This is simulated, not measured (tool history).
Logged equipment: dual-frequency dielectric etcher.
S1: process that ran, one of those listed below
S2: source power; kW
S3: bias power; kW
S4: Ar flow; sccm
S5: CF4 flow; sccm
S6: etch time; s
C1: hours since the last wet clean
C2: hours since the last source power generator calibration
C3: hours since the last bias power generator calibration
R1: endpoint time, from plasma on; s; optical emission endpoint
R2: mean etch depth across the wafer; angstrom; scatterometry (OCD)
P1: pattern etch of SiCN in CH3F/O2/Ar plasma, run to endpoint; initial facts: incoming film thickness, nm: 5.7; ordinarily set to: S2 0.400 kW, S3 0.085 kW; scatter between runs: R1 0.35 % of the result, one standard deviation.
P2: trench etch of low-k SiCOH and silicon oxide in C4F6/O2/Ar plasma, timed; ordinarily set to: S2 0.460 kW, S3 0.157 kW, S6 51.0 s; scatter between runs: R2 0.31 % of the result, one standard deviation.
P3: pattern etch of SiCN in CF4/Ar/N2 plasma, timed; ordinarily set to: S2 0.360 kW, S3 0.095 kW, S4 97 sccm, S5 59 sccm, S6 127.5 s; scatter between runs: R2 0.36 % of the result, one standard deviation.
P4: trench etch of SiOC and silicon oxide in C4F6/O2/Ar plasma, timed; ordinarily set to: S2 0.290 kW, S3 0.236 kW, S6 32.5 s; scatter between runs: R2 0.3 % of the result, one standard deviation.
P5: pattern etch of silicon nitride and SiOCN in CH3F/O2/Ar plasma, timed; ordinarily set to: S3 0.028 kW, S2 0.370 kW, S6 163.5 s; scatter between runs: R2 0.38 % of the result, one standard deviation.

run	hour	S1	S2	S3	S4	S5	S6	C1	C2	C3	R1	R2
1	15.8	P1	0.400	0.085				350.3	445.9	1094.3	14.196	
2	29.1	P1	0.400	0.085				363.6	459.2	1107.6	14.172	
3	46.7	P1	0.270	0.108				381.2	476.8	1125.2	15.081	
4	59.0	P3	0.460	0.095	97	59	127.5	393.5	489.1	1137.5		1212.30
5	77.6	P5	0.370	0.019			163.5	412.1	507.7	1156.1		193.44
6	92.2	P3	0.360	0.095	97	59	127.5	426.7	522.3	1170.7		982.51
7	109.5	P1	0.540	0.052				444.0	539.6	1188.0	14.948	
8	121.8	P4	0.290	0.283			32.5	456.3	551.9	1200.3		675.71
9	135.3	P4	0.290	0.236			32.5	469.8	565.4	1213.8		631.19
10	148.5	P1	0.400	0.085				483.0	578.6	1227.0	14.124	
11	163.1	P2	0.460	0.121			51.0	497.6	593.2	1241.6		1575.50
12	172.7	P2	0.610	0.157			51.0	507.2	602.8	1251.2		1913.80
13	187.0	P4	0.290	0.236			25.0	521.5	617.1	1265.5		486.44
14	201.4	P3	0.360	0.095	64	59	127.5	535.9	631.5	1279.9		1043.60
15	212.4	P1	0.400	0.051				546.9	642.5	1290.9	16.977	
16	228.9	P1	0.400	0.085				563.4	659.0	1307.4	14.247	
17	241.4	P2	0.460	0.157			51.0	575.9	671.5	1319.9		1700.50
18	254.9	P1	0.400	0.085				589.4	685.0	1333.4	14.223	
19	268.3	P3	0.360	0.075	97	59	127.5	602.8	698.4	1346.8		904.61
20	284.9	P3	0.360	0.095	97	41	127.5	619.4	715.0	1363.4		930.65
21	297.6	P4	0.400	0.236			32.5	632.1	727.7	1376.1		714.19
22	314.2	P3	0.360	0.095	97	59	76.0	648.7	744.3	1392.7		587.74
23	327.0	P1	0.510	0.068				661.5	757.1	1405.5	14.028	
24	345.9	P1	0.490	0.085				680.4	776.0	1424.4	13.193	
25	362.2	P2	0.460	0.157			36.5	696.7	792.3	1440.7		1218.70
# hour 366.0: source power generator calibrated
26	381.1	P1	0.320	0.085				715.6	15.1	1459.6	15.395	
27	398.8	P5	0.230	0.028			163.5	733.3	32.8	1477.3		196.39

Forecast run 28:
28	409.7	P5	0.370	0.028			163.5	744.2	43.7	1488.2		?

Run 28 measured R2 231.68 angstrom.
